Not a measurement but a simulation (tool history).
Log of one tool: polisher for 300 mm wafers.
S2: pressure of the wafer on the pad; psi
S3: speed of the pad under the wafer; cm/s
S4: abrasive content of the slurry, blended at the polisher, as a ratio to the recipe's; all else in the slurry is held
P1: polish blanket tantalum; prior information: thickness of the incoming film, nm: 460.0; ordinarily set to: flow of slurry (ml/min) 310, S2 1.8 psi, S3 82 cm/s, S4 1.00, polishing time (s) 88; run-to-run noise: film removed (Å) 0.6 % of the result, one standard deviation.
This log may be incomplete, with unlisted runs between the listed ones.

run 1 hour=12.0 | flow_of_slurry_(ml/min)=310 S2=1.8 S3=82 S4=1.00 polishing_time_(s)=88 | film_removed_(Å)=1055.70
run 2 hour=23.1 | flow_of_slurry_(ml/min)=310 S2=1.8 S3=82 S4=1.00 polishing_time_(s)=52 | film_removed_(Å)=628.21
run 3 hour=34.4 | flow_of_slurry_(ml/min)=310 S2=1.8 S3=82 S4=1.35 polishing_time_(s)=88 | film_removed_(Å)=1143.60
run 4 hour=46.0 | flow_of_slurry_(ml/min)=310 S2=1.8 S3=82 S4=1.00 polishing_time_(s)=88 | film_removed_(Å)=1059.50
run 5 hour=58.1 | flow_of_slurry_(ml/min)=310 S2=1.8 S3=118 S4=1.00 polishing_time_(s)=88 | film_removed_(Å)=1561.20
run 6 hour=65.3 | flow_of_slurry_(ml/min)=185 S2=1.8 S3=82 S4=1.00 polishing_time_(s)=88 | film_removed_(Å)=998.31
run 7 hour=74.5 | flow_of_slurry_(ml/min)=470 S2=1.8 S3=82 S4=1.00 polishing_time_(s)=88 | film_removed_(Å)=1105.70
run 8 hour=82.7 | flow_of_slurry_(ml/min)=475 S2=1.8 S3=48 S4=1.00 polishing_time_(s)=88 | film_removed_(Å)=645.12
run 9 hour=94.7 | flow_of_slurry_(ml/min)=310 S2=1.8 S3=50 S4=1.00 polishing_time_(s)=88 | film_removed_(Å)=653.22
run 10 hour=104.1 | flow_of_slurry_(ml/min)=390 S2=1.8 S3=82 S4=1.00 polishing_time_(s)=53 | film_removed_(Å)=659.37
run 11 hour=114.7 | flow_of_slurry_(ml/min)=310 S2=1.8 S3=82 S4=1.00 polishing_time_(s)=88 | film_removed_(Å)=1067.80
run 12 hour=123.7 | flow_of_slurry_(ml/min)=310 S2=1.8 S3=82 S4=1.00 polishing_time_(s)=88 | film_removed_(Å)=1070.60
run 13 hour=131.2 | flow_of_slurry_(ml/min)=310 S2=1.8 S3=82 S4=1.00 polishing_time_(s)=88 | film_removed_(Å)=1056.30
run 14 hour=141.3 | flow_of_slurry_(ml/min)=310 S2=2.7 S3=82 S4=1.00 polishing_time_(s)=88 | film_removed_(Å)=1592.90
run 15 hour=151.4 | flow_of_slurry_(ml/min)=185 S2=1.8 S3=82 S4=1.40 polishing_time_(s)=88 | film_removed_(Å)=1095.50
run 16 hour=160.4 | flow_of_slurry_(ml/min)=310 S2=1.0 S3=82 S4=1.00 polishing_time_(s)=88 | film_removed_(Å)=588.83
run 17 hour=168.2 | flow_of_slurry_(ml/min)=310 S2=1.8 S3=82 S4=1.00 polishing_time_(s)=132 | film_removed_(Å)=1614.30
run 18 hour=177.2 | flow_of_slurry_(ml/min)=310 S2=1.8 S3=82 S4=0.70 polishing_time_(s)=88 | film_removed_(Å)=949.95
run 19 hour=184.4 | flow_of_slurry_(ml/min)=310 S2=1.8 S3=82 S4=1.00 polishing_time_(s)=88 | film_removed_(Å)=1061.90
run 20 hour=195.2 | flow_of_slurry_(ml/min)=310 S2=1.8 S3=82 S4=1.00 polishing_time_(s)=88 | film_removed_(Å)=1058.30
run 21 hour=202.4 | flow_of_slurry_(ml/min)=310 S2=1.8 S3=82 S4=1.00 polishing_time_(s)=88 | film_removed_(Å)=1044.00
run 22 hour=211.8 | flow_of_slurry_(ml/min)=310 S2=1.8 S3=82 S4=1.00 polishing_time_(s)=88 | film_removed_(Å)=1016.60
run 23 hour=218.7 | flow_of_slurry_(ml/min)=310 S2=1.8 S3=82 S4=1.00 polishing_time_(s)=88 | film_removed_(Å)=1000.80
run 24 hour=225.1 | flow_of_slurry_(ml/min)=310 S2=1.8 S3=82 S4=1.00 polishing_time_(s)=88 | film_removed_(Å)=987.12
-- hour=229.7 slurry nozzle cleaned
run 25 hour=233.2 | flow_of_slurry_(ml/min)=310 S2=1.8 S3=82 S4=1.00 polishing_time_(s)=88 | film_removed_(Å)=973.31
-- hour=238.8 head pressure recalibrated
run 26 hour=242.8 | flow_of_slurry_(ml/min)=310 S2=1.8 S3=82 S4=1.00 polishing_time_(s)=88 | film_removed_(Å)=965.42
run 27 hour=252.9 | flow_of_slurry_(ml/min)=310 S2=1.8 S3=82 S4=1.00 polishing_time_(s)=88 | film_removed_(Å)=971.89
run 28 hour=262.2 | flow_of_slurry_(ml/min)=310 S2=1.8 S3=82 S4=1.00 polishing_time_(s)=88 | film_removed_(Å)=953.95
run 29 hour=269.7 | flow_of_slurry_(ml/min)=310 S2=1.8 S3=82 S4=1.00 polishing_time_(s)=88 | film_removed_(Å)=962.13
run 30 hour=277.6 | flow_of_slurry_(ml/min)=310 S2=1.8 S3=82 S4=1.00 polishing_time_(s)=88 | film_removed_(Å)=959.82

The output of P1 has drifted from where it used to be. Each of the 2 causes below, taken at the size shown beside it, accounts for the log equally well:
A: removal rate lost through wear of the pad, % = 10
B: abrasive missing from the slurry, % = 28.1
The process output started creeping at around hour 195.2.
Excluded causes, each with its reason:
slurry flow missing at the pad, %: work on it at hour 229.7, done after the drift set in, did not restore what the process gave before
head's pressure below its setpoint, %: work on it at hour 238.8, done after the drift set in, did not restore what the process gave before

Which of the check runs below tells the causes apart, meaning the causes would give it clearly different results? Each run uses 5 wafers whose results are averaged, and each result is shown as a question mark.
run check 1 hour=285.5 | flow_of_slurry_(ml/min)=310 S2=1.8 S3=82 S4=0.75 polishing_time_(s)=88 | film_removed_(Å)=?
run check 2 hour=285.5 | flow_of_slurry_(ml/min)=195 S2=1.8 S3=82 S4=1.00 polishing_time_(s)=88 | film_removed_(Å)=?
run check 3 hour=285.5 | flow_of_slurry_(ml/min)=190 S2=1.8 S3=82 S4=1.00 polishing_time_(s)=88 | film_removed_(Å)=?
run check 4 hour=285.5 | flow_of_slurry_(ml/min)=210 S2=1.8 S3=82 S4=1.00 polishing_time_(s)=88 | film_removed_(Å)=?

Outcome of each check run for each possible cause:
check=check_1 result=film_removed_(Å) if_A=876.65 if_B=857.49
check=check_2 result=film_removed_(Å) if_A=912.27 if_B=911.82
check=check_3 result=film_removed_(Å) if_A=909.01 if_B=908.55
check=check_4 result=film_removed_(Å) if_A=921.22 if_B=920.76
Minimum pairwise separation of causes per check, each pair taken at its best-separating result: check 1 2.21 %; check 2 0.05 %; check 3 0.05 %; check 4 0.05 %
Of the check runs offered, only check 1 discriminates between the causes; the rest would read about the same regardless of which cause applies.

Running check 1 produced the following: film removed (Å) 856.96. Which one of the listed causes fits?

Of the candidate causes, it is B: abrasive missing from the slurry, %.
